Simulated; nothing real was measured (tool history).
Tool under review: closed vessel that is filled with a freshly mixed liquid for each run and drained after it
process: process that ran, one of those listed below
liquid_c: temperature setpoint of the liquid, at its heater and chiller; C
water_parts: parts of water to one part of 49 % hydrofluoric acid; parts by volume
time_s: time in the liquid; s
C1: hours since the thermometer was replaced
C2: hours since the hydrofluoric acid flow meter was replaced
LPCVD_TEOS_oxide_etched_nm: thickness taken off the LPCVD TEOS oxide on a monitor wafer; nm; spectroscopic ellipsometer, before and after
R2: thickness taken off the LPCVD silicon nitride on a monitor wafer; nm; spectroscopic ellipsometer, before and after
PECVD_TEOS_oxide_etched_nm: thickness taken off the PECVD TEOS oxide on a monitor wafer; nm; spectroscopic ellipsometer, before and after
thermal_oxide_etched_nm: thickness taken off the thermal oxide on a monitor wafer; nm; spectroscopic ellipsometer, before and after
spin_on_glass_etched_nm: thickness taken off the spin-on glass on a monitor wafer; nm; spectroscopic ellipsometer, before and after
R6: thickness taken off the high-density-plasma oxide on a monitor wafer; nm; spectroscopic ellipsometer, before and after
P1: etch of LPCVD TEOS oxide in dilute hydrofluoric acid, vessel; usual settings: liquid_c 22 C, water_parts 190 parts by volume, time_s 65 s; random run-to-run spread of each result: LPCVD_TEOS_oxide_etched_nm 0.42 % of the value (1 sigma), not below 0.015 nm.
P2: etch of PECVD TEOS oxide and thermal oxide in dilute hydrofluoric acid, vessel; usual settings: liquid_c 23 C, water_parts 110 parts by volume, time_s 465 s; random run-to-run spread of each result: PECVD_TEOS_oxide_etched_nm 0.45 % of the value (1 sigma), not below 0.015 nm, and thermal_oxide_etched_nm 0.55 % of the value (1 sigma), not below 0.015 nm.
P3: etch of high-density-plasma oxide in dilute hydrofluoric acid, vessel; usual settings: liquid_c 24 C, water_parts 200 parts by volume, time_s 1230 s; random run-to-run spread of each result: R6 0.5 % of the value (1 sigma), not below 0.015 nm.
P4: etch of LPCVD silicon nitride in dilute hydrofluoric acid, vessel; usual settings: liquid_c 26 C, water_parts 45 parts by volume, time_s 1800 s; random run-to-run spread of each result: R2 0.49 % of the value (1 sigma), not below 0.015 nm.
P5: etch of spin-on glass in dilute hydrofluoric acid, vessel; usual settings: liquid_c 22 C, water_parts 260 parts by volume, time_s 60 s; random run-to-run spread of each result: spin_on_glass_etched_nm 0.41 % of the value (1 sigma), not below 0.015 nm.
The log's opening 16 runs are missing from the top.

{"run": 17, "hour": 83.9, "process": "P1", "liquid_c": 28, "water_parts": 190, "time_s": 65, "C1": 651.3, "C2": 382.5, "LPCVD_TEOS_oxide_etched_nm": 11.069}
{"run": 18, "hour": 90.1, "process": "P4", "liquid_c": 26, "water_parts": 45, "time_s": 720, "C1": 657.5, "C2": 388.7, "R2": 10.004}
{"run": 19, "hour": 94.6, "process": "P1", "liquid_c": 22, "water_parts": 190, "time_s": 65, "C1": 662, "C2": 393.2, "LPCVD_TEOS_oxide_etched_nm": 8.8301}
{"run": 20, "hour": 98.3, "process": "P2", "liquid_c": 23, "water_parts": 175, "time_s": 465, "C1": 665.7, "C2": 396.9, "PECVD_TEOS_oxide_etched_nm": 26.74, "thermal_oxide_etched_nm": 11.573}
{"run": 21, "hour": 103.1, "process": "P1", "liquid_c": 17, "water_parts": 120, "time_s": 65, "C1": 670.5, "C2": 401.7, "LPCVD_TEOS_oxide_etched_nm": 12.469}
{"run": 22, "hour": 107.4, "process": "P5", "liquid_c": 22, "water_parts": 440, "time_s": 60, "C1": 674.8, "C2": 406, "spin_on_glass_etched_nm": 3.4336}
{"run": 23, "hour": 113.1, "process": "P5", "liquid_c": 29, "water_parts": 260, "time_s": 60, "C1": 680.5, "C2": 411.7, "spin_on_glass_etched_nm": 8.818}
{"run": 24, "hour": 116.8, "process": "P1", "liquid_c": 17.5, "water_parts": 190, "time_s": 65, "C1": 684.2, "C2": 415.4, "LPCVD_TEOS_oxide_etched_nm": 7.4613}
{"run": 25, "hour": 121.8, "process": "P3", "liquid_c": 24, "water_parts": 200, "time_s": 1230, "C1": 689.2, "C2": 420.4, "R6": 36.077}
{"run": 26, "hour": 126.6, "process": "P1", "liquid_c": 22, "water_parts": 320, "time_s": 65, "C1": 694, "C2": 425.2, "LPCVD_TEOS_oxide_etched_nm": 4.6728}
{"run": 27, "hour": 132.0, "process": "P3", "liquid_c": 17, "water_parts": 200, "time_s": 1230, "C1": 699.4, "C2": 430.6, "R6": 27.553}
{"run": 28, "hour": 137.7, "process": "P3", "liquid_c": 24, "water_parts": 200, "time_s": 1230, "C1": 705.1, "C2": 436.3, "R6": 36.158}
{"run": 29, "hour": 142.1, "process": "P1", "liquid_c": 22, "water_parts": 190, "time_s": 65, "C1": 709.5, "C2": 440.7, "LPCVD_TEOS_oxide_etched_nm": 8.8353}
{"run": 30, "hour": 145.1, "process": "P1", "liquid_c": 22, "water_parts": 190, "time_s": 30, "C1": 712.5, "C2": 443.7, "LPCVD_TEOS_oxide_etched_nm": 4.0883}
{"run": 31, "hour": 149.5, "process": "P1", "liquid_c": 18.5, "water_parts": 65, "time_s": 65, "C1": 716.9, "C2": 448.1, "LPCVD_TEOS_oxide_etched_nm": 25.681}
{"run": 32, "hour": 154.2, "process": "P1", "liquid_c": 30, "water_parts": 190, "time_s": 30, "C1": 721.6, "C2": 452.8, "LPCVD_TEOS_oxide_etched_nm": 5.4631}
{"run": 33, "hour": 159.5, "process": "P1", "liquid_c": 22, "water_parts": 190, "time_s": 65, "C1": 726.9, "C2": 458.1, "LPCVD_TEOS_oxide_etched_nm": 8.8482}
{"run": 34, "hour": 164.9, "process": "P1", "liquid_c": 22, "water_parts": 190, "time_s": 65, "C1": 732.3, "C2": 463.5, "LPCVD_TEOS_oxide_etched_nm": 8.6583}
{"run": 35, "hour": 170.2, "process": "P1", "liquid_c": 22, "water_parts": 190, "time_s": 65, "C1": 737.6, "C2": 468.8, "LPCVD_TEOS_oxide_etched_nm": 8.4181}
{"run": 36, "hour": 174.3, "process": "P1", "liquid_c": 22, "water_parts": 190, "time_s": 65, "C1": 741.7, "C2": 472.9, "LPCVD_TEOS_oxide_etched_nm": 8.3291}
{"run": 37, "hour": 180.4, "process": "P1", "liquid_c": 22, "water_parts": 190, "time_s": 65, "C1": 747.8, "C2": 479, "LPCVD_TEOS_oxide_etched_nm": 8.3048}
{"run": 38, "hour": 187.0, "process": "P1", "liquid_c": 22, "water_parts": 190, "time_s": 65, "C1": 754.4, "C2": 485.6, "LPCVD_TEOS_oxide_etched_nm": 8.179}
{"run": 39, "hour": 190.4, "process": "P1", "liquid_c": 22, "water_parts": 190, "time_s": 65, "C1": 757.8, "C2": 489, "LPCVD_TEOS_oxide_etched_nm": 8.1646}
{"run": 40, "hour": 194.8, "process": "P1", "liquid_c": 22, "water_parts": 190, "time_s": 65, "C1": 762.2, "C2": 493.4, "LPCVD_TEOS_oxide_etched_nm": 8.1308}
{"run": 41, "hour": 200.2, "process": "P1", "liquid_c": 22, "water_parts": 190, "time_s": 65, "C1": 767.6, "C2": 498.8, "LPCVD_TEOS_oxide_etched_nm": 8.112}

Expected results for the next run?
{"run": 42, "hour": 204.4, "process": "P1", "liquid_c": 22, "water_parts": 190, "time_s": 65, "C1": 771.8, "C2": 503, "LPCVD_TEOS_oxide_etched_nm": "?"}

{"run 42": {"LPCVD_TEOS_oxide_etched_nm": 8.1187}}
